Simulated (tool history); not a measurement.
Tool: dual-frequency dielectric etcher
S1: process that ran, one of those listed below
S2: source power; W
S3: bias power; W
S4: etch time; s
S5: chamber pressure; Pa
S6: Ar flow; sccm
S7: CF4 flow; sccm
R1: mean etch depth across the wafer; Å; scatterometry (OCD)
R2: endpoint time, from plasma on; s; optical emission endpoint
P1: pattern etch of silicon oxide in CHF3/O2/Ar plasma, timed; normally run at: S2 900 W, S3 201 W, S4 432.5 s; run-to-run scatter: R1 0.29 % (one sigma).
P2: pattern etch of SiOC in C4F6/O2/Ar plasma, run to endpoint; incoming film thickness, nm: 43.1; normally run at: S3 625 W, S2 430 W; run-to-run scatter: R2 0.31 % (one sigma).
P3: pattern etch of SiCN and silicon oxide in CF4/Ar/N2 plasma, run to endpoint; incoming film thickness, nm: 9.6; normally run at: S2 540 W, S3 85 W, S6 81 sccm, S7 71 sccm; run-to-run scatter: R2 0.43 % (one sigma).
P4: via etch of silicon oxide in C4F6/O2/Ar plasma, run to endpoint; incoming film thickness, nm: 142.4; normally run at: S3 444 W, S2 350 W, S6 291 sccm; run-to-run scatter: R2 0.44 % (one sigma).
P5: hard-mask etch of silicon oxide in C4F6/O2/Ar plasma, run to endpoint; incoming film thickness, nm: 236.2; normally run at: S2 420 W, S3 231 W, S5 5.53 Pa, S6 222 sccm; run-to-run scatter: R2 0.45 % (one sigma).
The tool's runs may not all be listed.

run   hour  S1    S2   S3     S4    S5   S6  S7      R1      R2
  1   14.2  P1   900  201  432.5                  10401
  2   32.5  P5   420  231         7.67  222              71.742
  3   42.4  P1   740  201  432.5                 9635.9
  4   58.4  P3   540   85                81  71          8.6774
  5   71.4  P1   900  201  432.5                  10426
  6     86  P1   900  201  432.5                  10443
  7  102.7  P1   900  201  432.5                  10408
  8  119.8  P5   420  231         5.53  222                69.2
  9  137.7  P1   900  201  432.5                  10384
 10  154.3  P1   900  249  432.5                  11237
 11  169.8  P4   350  265               291              42.848
 12    182  P5   420  231         5.53  289              70.608
 13  192.8  P1   900  159  432.5                 9650.2
 14  209.9  P4   350  444               192              34.068
 15  221.2  P3   540   85                99  71          8.9416
 16  234.8  P4   430  444               291               33.08
 17  245.8  P2   610  625                                11.382
 18    254  P5   420  180         5.53  222              74.742
 19  266.5  P4   350  444               291              35.528
 20  284.8  P2   430  496                                14.079
 21  297.4  P1   900  201  432.5                  10379
 22  310.3  P1   900  201  596.5                  14373
 23  325.5  P3   540   55                81  71          9.9574
 24    342  P3   540   85                81  88          8.4101
 25  350.9  P2   430  625                                12.952
 26  368.9  P1   570  278  432.5                 9795.8
 27  377.3  P1  1120  201  432.5                  11343
 28  392.9  P1   900  201  432.5                  10397
 29  402.3  P3   650   85                81  71          7.3291
 30  418.2  P5   280  231         5.53  222              80.546
 31  435.4  P1   900  201  290.5                 6994.9
 32  452.2  P1   900  264    339                 8978.4
 33  465.2  P1   900  201  432.5                  10410
 34  483.8  P1   900  201  432.5                  10338
 35  502.2  P1   900  201  432.5                  10259
 36    511  P1   900  201  432.5                  10248
 37  525.7  P1   900  201  432.5                  10248
     527.6  -- wet clean of the chamber
 38  544.2  P1   900  201  432.5                  10248
 39  562.6  P1   900  201  432.5                  10234

What P1 gives has crept away from where it was. These 2 causes fit the log equally well, each at the size given:
A: bias power that arrives under what is set, % = 4.22
B: source power that arrives under what is set, % = 3.68
The creep began at about hour 465.2.
Why every other cause is out:
chamber walls in a state that lowers the etch rate, %: serviced at hour 527.6, which brought nothing back

4 check runs are offered, each on 3 wafers whose results are averaged, their results left as question marks. Which one tells the causes apart?
check 1   581  P4  420  302            291           ?
check 2   581  P5  310  198      5.53  222           ?
check 3   581  P3  620   56             81  71       ?
check 4   581  P2  610  534                          ?

What each check would give under each cause:
  check  result    if A    if B
check 1      R2   38.75  38.728
check 2      R2  82.573  82.602
check 3      R2  8.8769  9.0633
check 4      R2  12.271  12.247
How far apart the two closest causes lie, in the result that separates them most: check 1 0.06 %; check 2 0.03 %; check 3 2.08 %; check 4 0.2 %
Only check 3 tells the causes apart: in the others they would give nearly the same result.

Then check 3 was run and gave: R2 9.0614 s. Which cause is it?

It is B: source power that arrives under what is set, %.
